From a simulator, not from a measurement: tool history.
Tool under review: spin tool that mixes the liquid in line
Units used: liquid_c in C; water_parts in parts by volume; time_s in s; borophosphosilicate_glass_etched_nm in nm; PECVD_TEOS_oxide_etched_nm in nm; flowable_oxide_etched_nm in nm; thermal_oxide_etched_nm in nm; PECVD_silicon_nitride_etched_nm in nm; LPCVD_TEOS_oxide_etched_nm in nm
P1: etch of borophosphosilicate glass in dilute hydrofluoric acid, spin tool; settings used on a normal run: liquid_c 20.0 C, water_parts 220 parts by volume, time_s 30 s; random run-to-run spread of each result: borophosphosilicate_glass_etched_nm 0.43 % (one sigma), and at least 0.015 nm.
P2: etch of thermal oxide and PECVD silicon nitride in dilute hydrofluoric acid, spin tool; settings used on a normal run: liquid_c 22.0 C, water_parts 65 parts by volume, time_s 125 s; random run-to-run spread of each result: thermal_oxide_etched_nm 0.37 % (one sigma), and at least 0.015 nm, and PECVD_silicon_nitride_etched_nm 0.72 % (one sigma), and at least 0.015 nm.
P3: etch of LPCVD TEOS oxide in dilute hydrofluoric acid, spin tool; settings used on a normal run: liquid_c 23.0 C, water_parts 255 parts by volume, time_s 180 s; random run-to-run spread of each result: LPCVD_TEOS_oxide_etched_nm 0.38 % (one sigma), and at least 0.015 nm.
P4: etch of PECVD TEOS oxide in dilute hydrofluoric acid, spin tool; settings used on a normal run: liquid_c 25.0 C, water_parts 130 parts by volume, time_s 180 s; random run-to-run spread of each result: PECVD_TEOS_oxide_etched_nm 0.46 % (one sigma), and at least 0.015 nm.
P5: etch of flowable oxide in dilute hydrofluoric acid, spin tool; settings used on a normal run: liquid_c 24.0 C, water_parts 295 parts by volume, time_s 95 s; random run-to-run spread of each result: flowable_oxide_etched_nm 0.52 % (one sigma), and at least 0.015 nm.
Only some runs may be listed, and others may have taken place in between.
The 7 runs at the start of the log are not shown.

run,hour,process,liquid_c,water_parts,time_s,borophosphosilicate_glass_etched_nm,PECVD_TEOS_oxide_etched_nm,flowable_oxide_etched_nm,thermal_oxide_etched_nm,PECVD_silicon_nitride_etched_nm,LPCVD_TEOS_oxide_etched_nm
8,49.6,P5,24.0,295,95,,,9.2218,,,
9,53.8,P1,20.0,220,30,5.3621,,,,,
10,58.6,P2,22.0,105,125,,,,4.9421,1.7581,
11,62.7,P2,22.0,65,125,,,,8.4440,2.7972,
12,70.0,P1,20.0,335,30,3.1507,,,,,
13,76.9,P1,20.0,110,30,11.9370,,,,,
14,83.9,P1,20.0,220,15,2.6755,,,,,
15,89.3,P5,24.0,295,155,,,14.9450,,,
16,95.2,P4,33.0,130,180,,23.158,,,,
17,101.8,P5,30.0,295,95,,,11.2680,,,
18,108.6,P2,22.0,65,230,,,,15.5210,5.1272,
19,116.1,P1,20.0,220,30,5.3281,,,,,
20,123.7,P3,23.0,155,180,,,,,,29.307

Predict the results of run 21:
21,131.8,P3,28.0,255,180,,,,,,?

LPCVD_TEOS_oxide_etched_nm: 19.164 nm
